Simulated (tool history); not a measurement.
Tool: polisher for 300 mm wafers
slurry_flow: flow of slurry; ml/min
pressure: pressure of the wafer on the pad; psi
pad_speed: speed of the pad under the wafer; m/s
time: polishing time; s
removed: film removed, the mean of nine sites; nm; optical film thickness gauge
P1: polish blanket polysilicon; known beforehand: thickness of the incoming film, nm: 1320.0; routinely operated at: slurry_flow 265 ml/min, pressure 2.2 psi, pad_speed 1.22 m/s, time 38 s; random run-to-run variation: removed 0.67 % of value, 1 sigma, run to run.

run,hour,slurry_flow,pressure,pad_speed,time,wafers polished on this pad,hours since the slurry nozzle was cleaned,hours since the head pressure was calibrated,removed
1,9.2,265,2.2,1.22,38,325,137.7,1041.4,345.11
2,19.7,375,2.2,1.68,38,434,148.2,1051.9,493.02
3,32.8,265,2.2,1.22,19,569,161.3,1065,172.4
4,50.2,395,2.2,1.66,38,748,178.7,1082.4,487.09
5,61,265,2.2,1.22,38,859,189.5,1093.2,343.99
6,77,265,1.1,1.22,38,1024,205.5,1109.2,172.59
7,84.7,265,2.2,1.22,38,1103,213.2,1116.9,339.55
8,93.8,160,1.1,1.22,38,1197,222.3,1126,160
9,104.6,265,3.5,1.22,38,1308,233.1,1136.8,542.83
10,115.2,265,2.2,1.22,38,1417,243.7,1147.4,341.02
11,129.4,265,2.2,0.66,38,1564,257.9,1161.6,185.54
12,139.5,160,2.2,1.22,38,1668,268,1171.7,322.13
13,155.2,265,2.2,1.22,52,1829,283.7,1187.4,469.91
14,168.8,265,2.2,1.22,38,1970,297.3,1201,342.84
15,185.3,385,2.2,1.22,38,2139,313.8,1217.5,353.26
16,202.4,265,2.2,1.92,38,2316,330.9,1234.6,540.09

Run 17 comes next. What will it give?
17,210.1,265,2.2,1.22,38,2395,338.6,1242.3,?

removed: 339.36 nm

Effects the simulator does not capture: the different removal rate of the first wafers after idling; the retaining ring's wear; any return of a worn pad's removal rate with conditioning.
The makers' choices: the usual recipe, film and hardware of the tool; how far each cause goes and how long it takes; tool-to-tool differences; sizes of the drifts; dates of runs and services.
